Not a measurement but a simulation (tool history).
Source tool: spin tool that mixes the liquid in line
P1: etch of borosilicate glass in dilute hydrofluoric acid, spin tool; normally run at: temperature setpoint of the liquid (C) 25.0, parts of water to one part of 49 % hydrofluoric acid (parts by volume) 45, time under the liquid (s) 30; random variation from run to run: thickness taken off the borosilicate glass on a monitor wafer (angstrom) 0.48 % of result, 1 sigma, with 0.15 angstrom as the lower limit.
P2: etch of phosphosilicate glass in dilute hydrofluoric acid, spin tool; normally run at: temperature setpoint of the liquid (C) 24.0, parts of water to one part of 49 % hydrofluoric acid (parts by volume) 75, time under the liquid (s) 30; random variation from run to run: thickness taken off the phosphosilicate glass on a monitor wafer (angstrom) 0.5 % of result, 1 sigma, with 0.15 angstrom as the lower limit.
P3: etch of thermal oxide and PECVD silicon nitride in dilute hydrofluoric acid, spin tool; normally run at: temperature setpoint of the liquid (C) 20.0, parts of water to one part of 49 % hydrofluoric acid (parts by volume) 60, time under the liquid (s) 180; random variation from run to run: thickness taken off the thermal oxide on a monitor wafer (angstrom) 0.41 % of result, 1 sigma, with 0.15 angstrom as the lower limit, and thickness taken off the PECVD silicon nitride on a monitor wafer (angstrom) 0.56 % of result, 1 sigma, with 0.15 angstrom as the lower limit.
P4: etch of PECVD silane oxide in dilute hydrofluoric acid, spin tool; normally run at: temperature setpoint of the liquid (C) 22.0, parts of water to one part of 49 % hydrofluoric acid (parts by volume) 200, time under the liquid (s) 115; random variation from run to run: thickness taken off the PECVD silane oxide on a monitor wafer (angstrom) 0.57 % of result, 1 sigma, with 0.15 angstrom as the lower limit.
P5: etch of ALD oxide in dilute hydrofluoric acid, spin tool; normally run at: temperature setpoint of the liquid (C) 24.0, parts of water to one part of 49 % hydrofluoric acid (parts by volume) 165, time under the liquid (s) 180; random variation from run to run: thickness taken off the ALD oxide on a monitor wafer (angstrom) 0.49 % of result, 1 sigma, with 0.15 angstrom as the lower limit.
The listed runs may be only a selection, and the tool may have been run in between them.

run,day,process that ran,temperature setpoint of the liquid (C),parts of water to one part of 49 % hydrofluoric acid (parts by volume),time under the liquid (s),thickness taken off the borosilicate glass on a monitor wafer (angstrom),thickness taken off the PECVD silane oxide on a monitor wafer (angstrom),thickness taken off the thermal oxide on a monitor wafer (angstrom),thickness taken off the PECVD silicon nitride on a monitor wafer (angstrom),thickness taken off the ALD oxide on a monitor wafer (angstrom),thickness taken off the phosphosilicate glass on a monitor wafer (angstrom)
1,0.254,P1,25.0,45,30,221.140,,,,,
2,0.529,P4,22.0,200,210,,155.250,,,,
3,0.775,P4,22.0,200,115,,86.389,,,,
4,0.954,P3,17.0,60,180,,,110.070,52.0160,,
5,1.183,P3,20.0,105,180,,,67.896,37.6610,,
# day 1.242: hydrofluoric acid flow meter replaced
6,1.438,P5,24.0,165,35,,,,,66.266,
7,1.746,P1,21.0,45,30,187.130,,,,,
8,1.979,P1,25.0,45,55,403.670,,,,,
9,2.262,P4,22.0,115,115,,165.830,,,,
10,2.554,P5,30.5,165,180,,,,,427.710,
11,2.817,P2,24.0,35,30,,,,,,621.76
12,2.967,P1,25.0,45,30,220.540,,,,,
13,3.117,P2,24.0,75,30,,,,,,273.17
14,3.296,P1,25.0,65,30,148.230,,,,,
15,3.546,P3,20.0,60,25,,,17.471,8.9883,,
16,3.817,P3,20.0,60,180,,,125.280,65.4880,,
17,4.088,P1,28.5,60,30,185.360,,,,,
18,4.242,P1,25.0,45,30,221.650,,,,,
19,4.571,P1,25.0,70,60,275.520,,,,,
20,4.717,P1,25.0,45,15,109.740,,,,,
21,4.958,P1,18.0,45,15,81.626,,,,,
22,5.250,P1,25.0,20,30,513.450,,,,,
23,5.417,P1,25.0,45,30,219.730,,,,,
24,5.633,P2,19.5,75,30,,,,,,226.36
25,5.912,P1,29.0,45,30,258.090,,,,,
26,6.233,P5,24.0,165,180,,,,,337.490,
27,6.546,P4,17.0,200,115,,71.205,,,,
28,6.871,P2,24.0,75,15,,,,,,136.43
29,7.029,P5,24.0,100,180,,,,,593.730,
30,7.308,P1,25.0,45,30,221.490,,,,,
31,7.488,P4,22.0,200,115,,86.584,,,,
32,7.788,P1,25.0,45,30,223.810,,,,,
33,8.000,P1,25.0,45,30,217.660,,,,,
34,8.204,P1,25.0,45,30,216.110,,,,,
35,8.362,P1,25.0,45,30,212.600,,,,,
36,8.692,P1,25.0,45,30,210.610,,,,,
37,9.008,P1,25.0,45,30,210.880,,,,,
38,9.262,P1,25.0,45,30,209.810,,,,,
39,9.479,P1,25.0,45,30,211.860,,,,,
40,9.700,P1,25.0,45,30,209.410,,,,,
41,10.029,P1,25.0,45,30,209.180,,,,,
42,10.271,P1,25.0,45,30,209.600,,,,,
43,10.438,P1,25.0,45,30,209.430,,,,,

The log shows P1 creeping away from where it was. Any of the 2 causes listed here, at the size stated for it, fits the log just as well as the others:
A: hydrofluoric acid flow below the setpoint (%) = 5.35
B: liquid colder than its thermometer reads (K) = 1.43
Onset of the creep was near day 7.788.

Of the 4 check runs listed below, each run on one wafer and each result written as a question mark, which would let you distinguish the listed causes because they would give clearly different results?
check 1,10.604,P4,22.0,200,115,,?,,,,
check 2,10.604,P5,24.0,165,180,,,,,?,
check 3,10.604,P3,20.0,60,180,,,?,?,,
check 4,10.604,P2,24.0,75,30,,,,,,?

Predicted outcomes, by check and by cause:
check,result,if A,if B
check 1,thickness taken off the PECVD silane oxide on a monitor wafer (angstrom),80.354,81.328
check 2,thickness taken off the ALD oxide on a monitor wafer (angstrom),315.770,319.230
check 3,thickness taken off the thermal oxide on a monitor wafer (angstrom),118.240,118.040
check 3,thickness taken off the PECVD silicon nitride on a monitor wafer (angstrom),61.7600,58.9890
check 4,thickness taken off the phosphosilicate glass on a monitor wafer (angstrom),257.32,257.92
Smallest distance between any two causes, each pair judged by its most separating result, in per cent: check 1 1.2 %; check 2 1.09 %; check 3 4.59 %; check 4 0.23 %
Check 3 tells the causes apart: in the others they would give nearly the same result.

The results of check 3 are: thickness taken off the thermal oxide on a monitor wafer (angstrom) 118.620; thickness taken off the PECVD silicon nitride on a monitor wafer (angstrom) 59.3790. Based on these, which of the listed causes is it?

The correct cause is B, namely: liquid colder than its thermometer reads (K).

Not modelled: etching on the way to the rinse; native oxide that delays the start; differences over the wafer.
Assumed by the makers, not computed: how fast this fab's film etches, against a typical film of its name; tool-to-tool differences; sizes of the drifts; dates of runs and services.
